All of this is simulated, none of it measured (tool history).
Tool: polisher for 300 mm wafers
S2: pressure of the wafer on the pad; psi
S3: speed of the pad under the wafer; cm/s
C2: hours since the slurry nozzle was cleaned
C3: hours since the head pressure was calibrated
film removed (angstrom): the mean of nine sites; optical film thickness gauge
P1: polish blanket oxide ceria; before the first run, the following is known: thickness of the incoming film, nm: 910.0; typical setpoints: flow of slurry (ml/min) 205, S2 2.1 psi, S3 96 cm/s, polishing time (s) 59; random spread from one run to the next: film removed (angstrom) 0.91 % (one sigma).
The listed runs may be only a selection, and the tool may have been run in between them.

Run 1, hour 8.5: flow of slurry (ml/min) 205, S2 2.1 psi, S3 96 cm/s, polishing time (s) 59; wafers polished on this pad 317; C2 156.9; C3 584.5. Result: film removed (angstrom) 1815.9.
Run 2, hour 22.8: flow of slurry (ml/min) 275, S2 2.1 psi, S3 144 cm/s, polishing time (s) 59; wafers polished on this pad 507; C2 171.2; C3 598.8. Result: film removed (angstrom) 2870.2.
Run 3, hour 35: flow of slurry (ml/min) 205, S2 2.1 psi, S3 96 cm/s, polishing time (s) 59; wafers polished on this pad 669; C2 183.4; C3 611. Result: film removed (angstrom) 1832.7.
Run 4, hour 47.2: flow of slurry (ml/min) 205, S2 2.1 psi, S3 60 cm/s, polishing time (s) 59; wafers polished on this pad 831; C2 195.6; C3 623.2. Result: film removed (angstrom) 1151.4.
Run 5, hour 57.5: flow of slurry (ml/min) 205, S2 3.3 psi, S3 96 cm/s, polishing time (s) 59; wafers polished on this pad 968; C2 205.9; C3 633.5. Result: film removed (angstrom) 2852.8.
Run 6, hour 67.9: flow of slurry (ml/min) 205, S2 2.1 psi, S3 96 cm/s, polishing time (s) 59; wafers polished on this pad 1106; C2 216.3; C3 643.9. Result: film removed (angstrom) 1801.3.
Run 7, hour 77.3: flow of slurry (ml/min) 205, S2 2.1 psi, S3 96 cm/s, polishing time (s) 59; wafers polished on this pad 1231; C2 225.7; C3 653.3. Result: film removed (angstrom) 1806.
Run 8, hour 93.1: flow of slurry (ml/min) 205, S2 1.4 psi, S3 96 cm/s, polishing time (s) 59; wafers polished on this pad 1441; C2 241.5; C3 669.1. Result: film removed (angstrom) 1220.1.
Run 9, hour 100.9: flow of slurry (ml/min) 205, S2 2.1 psi, S3 120 cm/s, polishing time (s) 59; wafers polished on this pad 1545; C2 249.3; C3 676.9. Result: film removed (angstrom) 2288.3.
Run 10, hour 114.5: flow of slurry (ml/min) 310, S2 2.1 psi, S3 96 cm/s, polishing time (s) 59; wafers polished on this pad 1726; C2 262.9; C3 690.5. Result: film removed (angstrom) 1926.2.
Run 11, hour 121.9: flow of slurry (ml/min) 205, S2 2.1 psi, S3 96 cm/s, polishing time (s) 27; wafers polished on this pad 1824; C2 270.3; C3 697.9. Result: film removed (angstrom) 826.66.
Run 12, hour 130.4: flow of slurry (ml/min) 125, S2 2.1 psi, S3 96 cm/s, polishing time (s) 59; wafers polished on this pad 1937; C2 278.8; C3 706.4. Result: film removed (angstrom) 1694.7.
Run 13, hour 144.5: flow of slurry (ml/min) 205, S2 2.1 psi, S3 96 cm/s, polishing time (s) 93; wafers polished on this pad 2124; C2 292.9; C3 720.5. Result: film removed (angstrom) 2884.6.
Run 14, hour 156.2: flow of slurry (ml/min) 205, S2 2.1 psi, S3 96 cm/s, polishing time (s) 59; wafers polished on this pad 2280; C2 304.6; C3 732.2. Result: film removed (angstrom) 1819.6.
Run 15, hour 166.2: flow of slurry (ml/min) 205, S2 2.1 psi, S3 96 cm/s, polishing time (s) 59; wafers polished on this pad 2413; C2 314.6; C3 742.2. Result: film removed (angstrom) 1818.7.
Run 16, hour 176.5: flow of slurry (ml/min) 205, S2 2.1 psi, S3 96 cm/s, polishing time (s) 59; wafers polished on this pad 2550; C2 324.9; C3 752.5. Result: film removed (angstrom) 1797.9.
Run 17, hour 187.1: flow of slurry (ml/min) 205, S2 2.1 psi, S3 96 cm/s, polishing time (s) 59; wafers polished on this pad 2691; C2 335.5; C3 763.1. Result: film removed (angstrom) 1735.
At hour 193.7: worn pad replaced by a new one.
Run 18, hour 202.8: flow of slurry (ml/min) 205, S2 2.1 psi, S3 96 cm/s, polishing time (s) 59; wafers polished on this pad 121; C2 351.2; C3 778.8. Result: film removed (angstrom) 1726.9.
Run 19, hour 215.3: flow of slurry (ml/min) 205, S2 2.1 psi, S3 96 cm/s, polishing time (s) 59; wafers polished on this pad 287; C2 363.7; C3 791.3. Result: film removed (angstrom) 1732.3.
Run 20, hour 225.7: flow of slurry (ml/min) 205, S2 2.1 psi, S3 96 cm/s, polishing time (s) 59; wafers polished on this pad 426; C2 374.1; C3 801.7. Result: film removed (angstrom) 1737.6.
Run 21, hour 233.5: flow of slurry (ml/min) 205, S2 2.1 psi, S3 96 cm/s, polishing time (s) 59; wafers polished on this pad 529; C2 381.9; C3 809.5. Result: film removed (angstrom) 1733.

What P1 gives has crept away from where it was. These 2 causes fit the log equally well, each at the size given:
A: head's pressure below its setpoint, % = 4.94
B: slurry flow missing at the pad, % = 28.4
At approximately hour 166.2, the process output began to creep.
All other causes, with the reason each is excluded:
removal rate lost through wear of the pad, %: serviced at hour 193.7, which brought nothing back

Consider the 4 check runs below, whose results appear as question marks and each of which averages 5 wafers. Which one distinguishes the causes, in that each cause would give it a clearly different result?
Run check 1, hour 241.3: flow of slurry (ml/min) 205, S2 3.2 psi, S3 96 cm/s, polishing time (s) 27. Result: film removed (angstrom) ?.
Run check 2, hour 241.3: flow of slurry (ml/min) 205, S2 1.7 psi, S3 118 cm/s, polishing time (s) 59. Result: film removed (angstrom) ?.
Run check 3, hour 241.3: flow of slurry (ml/min) 205, S2 2.1 psi, S3 62 cm/s, polishing time (s) 59. Result: film removed (angstrom) ?.
Run check 4, hour 241.3: flow of slurry (ml/min) 125, S2 2.1 psi, S3 96 cm/s, polishing time (s) 27. Result: film removed (angstrom) ?.

How each check would come out, cause by cause:
  check                   result    if A    if B
check 1  film removed (angstrom)  1206.3  1206.3
check 2  film removed (angstrom)  1721.2  1721.3
check 3  film removed (angstrom)  1117.2  1117.2
check 4  film removed (angstrom)  729.96  709.29
Distance between the nearest two causes, measured in the result of the check that separates them most: check 1 0.01 %; check 2 0.01 %; check 3 0.01 %; check 4 2.87 %
Only check 4 tells the causes apart: in the others they would give nearly the same result.

With check 4 done, the readings were: film removed (angstrom) 704.94. Identify which of the listed causes applies.

The cause is B: slurry flow missing at the pad, %.
